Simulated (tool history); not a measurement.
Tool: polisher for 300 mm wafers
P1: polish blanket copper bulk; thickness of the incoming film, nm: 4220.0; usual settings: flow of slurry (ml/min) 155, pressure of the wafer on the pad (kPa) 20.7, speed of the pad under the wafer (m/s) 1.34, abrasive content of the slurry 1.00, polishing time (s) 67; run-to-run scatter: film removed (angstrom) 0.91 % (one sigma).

run   hour  flow of slurry (ml/min)  pressure of the wafer on the pad (kPa)  speed of the pad under the wafer (m/s)  abrasive content of the slurry  polishing time (s)  film removed (angstrom)
  1   14.4                      155                                    20.7                                    1.34                            1.00                  67                   7845.6
  2   21.4                      155                                    20.7                                    0.74                            1.00                  82                   5242.4
  3   31.2                       95                                    20.7                                    1.34                            1.00                  67                   7053.0
  4   40.5                      155                                    13.1                                    1.34                            1.45                  67                   5386.8
  5   50.3                      155                                    20.7                                    1.34                            1.00                  67                   7721.1
  6   56.9                      155                                    20.7                                    2.00                            1.00                  67                  11611.0
  7   65.8                      155                                    11.7                                    1.34                            1.00                  67                   4445.2
  8   73.6                      155                                    20.7                                    1.34                            1.45                  67                   8619.8
      78.6  -- head pressure recalibrated
  9   85.1                      155                                    20.7                                    1.34                            1.00                  67                   7727.9
 10   94.8                      155                                    20.7                                    1.34                            1.00                  67                   7764.8
     101.1  -- slurry nozzle cleaned
 11  104.3                      155                                    20.7                                    1.34                            1.00                  39                   4494.9
 12  111.2                      155                                    28.3                                    1.34                            1.00                  67                  10661.0
 13  120.4                      195                                    20.7                                    1.34                            1.00                  67                   7996.5
 14  133.7                      155                                    20.7                                    1.34                            1.00                  89                  10289.0
 15  141.6                      155                                    20.7                                    1.00                            1.00                  67                   5873.0
 16  152.0                      110                                    20.7                                    1.78                            1.00                  67                   9729.5
 17  164.5                      155                                    20.7                                    1.34                            1.00                  67                   7987.5
 18  171.6                      155                                    20.7                                    1.34                            0.70                  67                   7334.5
 19  179.1                      155                                    20.7                                    1.34                            1.00                  67                   7844.3
 20  187.4                      155                                    20.7                                    1.34                            1.00                  67                   7612.1
 21  201.1                      155                                    20.7                                    1.34                            1.00                  67                   7445.4
 22  210.4                      155                                    20.7                                    1.34                            1.00                  67                   7286.2

Forecast run 23:
 23  221.8                      155                                    20.7                                    1.34                            1.00                  67                        ?

film removed (angstrom): 7296.0
